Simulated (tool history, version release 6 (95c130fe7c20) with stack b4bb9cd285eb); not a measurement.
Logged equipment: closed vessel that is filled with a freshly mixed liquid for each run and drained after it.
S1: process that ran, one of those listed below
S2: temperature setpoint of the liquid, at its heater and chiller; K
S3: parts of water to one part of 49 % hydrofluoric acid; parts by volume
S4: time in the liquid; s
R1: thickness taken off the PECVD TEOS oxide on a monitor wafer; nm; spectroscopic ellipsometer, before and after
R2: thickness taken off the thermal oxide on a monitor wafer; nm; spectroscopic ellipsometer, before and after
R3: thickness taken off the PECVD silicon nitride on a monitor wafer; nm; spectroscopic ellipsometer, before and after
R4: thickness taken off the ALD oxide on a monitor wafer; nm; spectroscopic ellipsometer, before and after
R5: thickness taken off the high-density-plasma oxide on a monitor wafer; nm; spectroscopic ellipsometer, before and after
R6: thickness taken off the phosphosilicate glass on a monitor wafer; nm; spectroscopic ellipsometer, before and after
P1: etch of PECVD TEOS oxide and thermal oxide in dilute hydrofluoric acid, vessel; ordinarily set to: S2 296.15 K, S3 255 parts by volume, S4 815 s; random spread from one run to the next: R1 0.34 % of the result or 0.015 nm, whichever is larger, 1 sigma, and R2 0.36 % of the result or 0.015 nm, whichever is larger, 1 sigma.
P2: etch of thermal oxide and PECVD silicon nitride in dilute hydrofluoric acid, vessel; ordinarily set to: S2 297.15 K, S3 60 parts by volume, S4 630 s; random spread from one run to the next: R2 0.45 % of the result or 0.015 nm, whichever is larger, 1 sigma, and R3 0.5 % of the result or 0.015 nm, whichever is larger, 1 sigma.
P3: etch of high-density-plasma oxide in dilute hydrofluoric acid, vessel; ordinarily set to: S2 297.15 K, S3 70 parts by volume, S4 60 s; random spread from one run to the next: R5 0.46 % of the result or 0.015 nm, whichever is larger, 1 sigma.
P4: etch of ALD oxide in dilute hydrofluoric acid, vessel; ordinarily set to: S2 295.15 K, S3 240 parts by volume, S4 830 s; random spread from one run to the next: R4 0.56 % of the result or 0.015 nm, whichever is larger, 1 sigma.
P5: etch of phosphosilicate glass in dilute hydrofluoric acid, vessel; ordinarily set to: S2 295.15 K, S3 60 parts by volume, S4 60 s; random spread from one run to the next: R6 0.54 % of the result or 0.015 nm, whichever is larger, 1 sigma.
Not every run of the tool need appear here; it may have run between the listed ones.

Run 1, hour 9.8: S1 P1, S2 296.15 K, S3 255 parts by volume, S4 815 s. Result: R1 21.863 nm, R2 12.2260 nm.
Run 2, hour 15.9: S1 P1, S2 300.65 K, S3 255 parts by volume, S4 815 s. Result: R1 25.581 nm, R2 14.2870 nm.
Run 3, hour 20.6: S1 P1, S2 296.15 K, S3 255 parts by volume, S4 815 s. Result: R1 21.853 nm, R2 12.3020 nm.
Run 4, hour 29.2: S1 P1, S2 299.65 K, S3 255 parts by volume, S4 1570 s. Result: R1 47.805 nm, R2 26.6290 nm.
Run 5, hour 37.6: S1 P2, S2 297.15 K, S3 60 parts by volume, S4 630 s. Result: R2 50.9260 nm, R3 22.357 nm.
Run 6, hour 42.8: S1 P4, S2 290.15 K, S3 240 parts by volume, S4 830 s. Result: R4 30.2940 nm.
Run 7, hour 49.9: S1 P1, S2 296.15 K, S3 255 parts by volume, S4 815 s. Result: R1 21.927 nm, R2 12.2340 nm.
Run 8, hour 57.9: S1 P3, S2 297.15 K, S3 120 parts by volume, S4 60 s. Result: R5 2.5217 nm.
Run 9, hour 63.1: S1 P2, S2 290.15 K, S3 60 parts by volume, S4 630 s. Result: R2 38.1670 nm, R3 13.817 nm.
Run 10, hour 70.9: S1 P5, S2 295.15 K, S3 60 parts by volume, S4 60 s. Result: R6 155.770 nm.
Run 11, hour 76.1: S1 P1, S2 296.15 K, S3 255 parts by volume, S4 815 s. Result: R1 21.829 nm, R2 12.2670 nm.
Run 12, hour 84.3: S1 P1, S2 290.15 K, S3 255 parts by volume, S4 815 s. Result: R1 17.638 nm, R2 9.7562 nm.
Run 13, hour 92.5: S1 P4, S2 295.15 K, S3 240 parts by volume, S4 75 s. Result: R4 3.3188 nm.
Run 14, hour 100.9: S1 P1, S2 296.15 K, S3 255 parts by volume, S4 280 s. Result: R1 7.523 nm, R2 4.1795 nm.
Run 15, hour 106.3: S1 P1, S2 296.15 K, S3 135 parts by volume, S4 815 s. Result: R1 47.000 nm, R2 26.2770 nm.
Run 16, hour 111.6: S1 P1, S2 290.15 K, S3 255 parts by volume, S4 270 s. Result: R1 5.797 nm, R2 3.2573 nm.
Run 17, hour 116.8: S1 P5, S2 301.65 K, S3 60 parts by volume, S4 60 s. Result: R6 202.630 nm.
Run 18, hour 122.4: S1 P2, S2 297.15 K, S3 60 parts by volume, S4 1175 s. Result: R2 94.3930 nm, R3 41.935 nm.
Run 19, hour 130.6: S1 P3, S2 297.15 K, S3 70 parts by volume, S4 60 s. Result: R5 4.5260 nm.
Run 20, hour 139.7: S1 P4, S2 295.15 K, S3 240 parts by volume, S4 830 s. Result: R4 37.1240 nm.
Run 21, hour 147.8: S1 P5, S2 295.15 K, S3 60 parts by volume, S4 115 s. Result: R6 299.240 nm.
Run 22, hour 153.2: S1 P3, S2 297.15 K, S3 70 parts by volume, S4 30 s. Result: R5 2.3081 nm.
Run 23, hour 158.9: S1 P5, S2 295.15 K, S3 60 parts by volume, S4 60 s. Result: R6 156.130 nm.
Run 24, hour 164.7: S1 P2, S2 297.15 K, S3 95 parts by volume, S4 630 s. Result: R2 31.2550 nm, R3 14.243 nm.
Run 25, hour 169.0: S1 P1, S2 296.15 K, S3 255 parts by volume, S4 815 s. Result: R1 21.782 nm, R2 12.2410 nm.
Run 26, hour 174.5: S1 P1, S2 296.15 K, S3 370 parts by volume, S4 815 s. Result: R1 13.553 nm, R2 7.5534 nm.
Run 27, hour 184.3: S1 P1, S2 296.15 K, S3 255 parts by volume, S4 1195 s. Result: R1 32.146 nm, R2 17.9410 nm.
Run 28, hour 193.7: S1 P1, S2 296.15 K, S3 255 parts by volume, S4 815 s. Result: R1 22.007 nm, R2 12.1700 nm.
Run 29, hour 198.6: S1 P3, S2 292.65 K, S3 70 parts by volume, S4 60 s. Result: R5 3.8318 nm.
Run 30, hour 205.1: S1 P4, S2 295.15 K, S3 240 parts by volume, S4 830 s. Result: R4 36.3430 nm.
Run 31, hour 212.4: S1 P2, S2 297.15 K, S3 60 parts by volume, S4 630 s. Result: R2 51.0150 nm, R3 22.658 nm.
Run 32, hour 219.3: S1 P4, S2 295.15 K, S3 440 parts by volume, S4 830 s. Result: R4 16.6830 nm.
Run 33, hour 229.0: S1 P5, S2 295.15 K, S3 100 parts by volume, S4 60 s. Result: R6 88.871 nm.
Run 34, hour 237.4: S1 P1, S2 296.15 K, S3 255 parts by volume, S4 815 s. Result: R1 21.923 nm, R2 12.2220 nm.
Run 35, hour 242.3: S1 P1, S2 296.15 K, S3 255 parts by volume, S4 815 s. Result: R1 21.443 nm, R2 11.9990 nm.
Run 36, hour 250.5: S1 P1, S2 296.15 K, S3 255 parts by volume, S4 815 s. Result: R1 21.182 nm, R2 11.7560 nm.
Run 37, hour 257.5: S1 P1, S2 296.15 K, S3 255 parts by volume, S4 815 s. Result: R1 20.776 nm, R2 11.6320 nm.
Run 38, hour 267.2: S1 P1, S2 296.15 K, S3 255 parts by volume, S4 815 s. Result: R1 20.744 nm, R2 11.5520 nm.
Run 39, hour 273.4: S1 P1, S2 296.15 K, S3 255 parts by volume, S4 815 s. Result: R1 20.640 nm, R2 11.4880 nm.
Run 40, hour 278.9: S1 P1, S2 296.15 K, S3 255 parts by volume, S4 815 s. Result: R1 20.644 nm, R2 11.4980 nm.

P1 no longer gives what it gave before; its output has crept away from where it was. The following 2 causes, each at its listed size, fit the log equally well:
A: hydrofluoric acid flow below the setpoint (%) = 4.58
B: liquid colder than its thermometer reads (K) = 1.62
The gradual shift began around hour 237.4.

4 check runs are offered, one wafer each, their results left as question marks. Which one tells the causes apart?
Run check 1, hour 284.4: S1 P3, S2 297.15 K, S3 115 parts by volume, S4 60 s. Result: R5 ?.
Run check 2, hour 284.4: S1 P5, S2 299.65 K, S3 100 parts by volume, S4 60 s. Result: R6 ?.
Run check 3, hour 284.4: S1 P4, S2 295.15 K, S3 415 parts by volume, S4 180 s. Result: R4 ?.
Run check 4, hour 284.4: S1 P2, S2 297.15 K, S3 90 parts by volume, S4 630 s. Result: R2 ?, R3 ?.

How each check would come out, cause by cause:
  check  result     if A     if B
check 1      R5   2.5063   2.4801
check 2      R6  100.570   99.559
check 3      R4   3.6849   3.7176
check 4      R2  31.1670  30.7680
check 4      R3   14.356   13.497
Minimum pairwise separation of causes per check, each pair taken at its best-separating result: check 1 1.05 %; check 2 1.01 %; check 3 0.88 %; check 4 6.17 %
The other checks would show nearly matching results whichever cause is true, so check 4 is the only one that separates the causes.

Then check 4 was run and gave: R2 31.0810 nm; R3 14.388 nm. Which cause is it?

The cause is A: hydrofluoric acid flow below the setpoint (%).

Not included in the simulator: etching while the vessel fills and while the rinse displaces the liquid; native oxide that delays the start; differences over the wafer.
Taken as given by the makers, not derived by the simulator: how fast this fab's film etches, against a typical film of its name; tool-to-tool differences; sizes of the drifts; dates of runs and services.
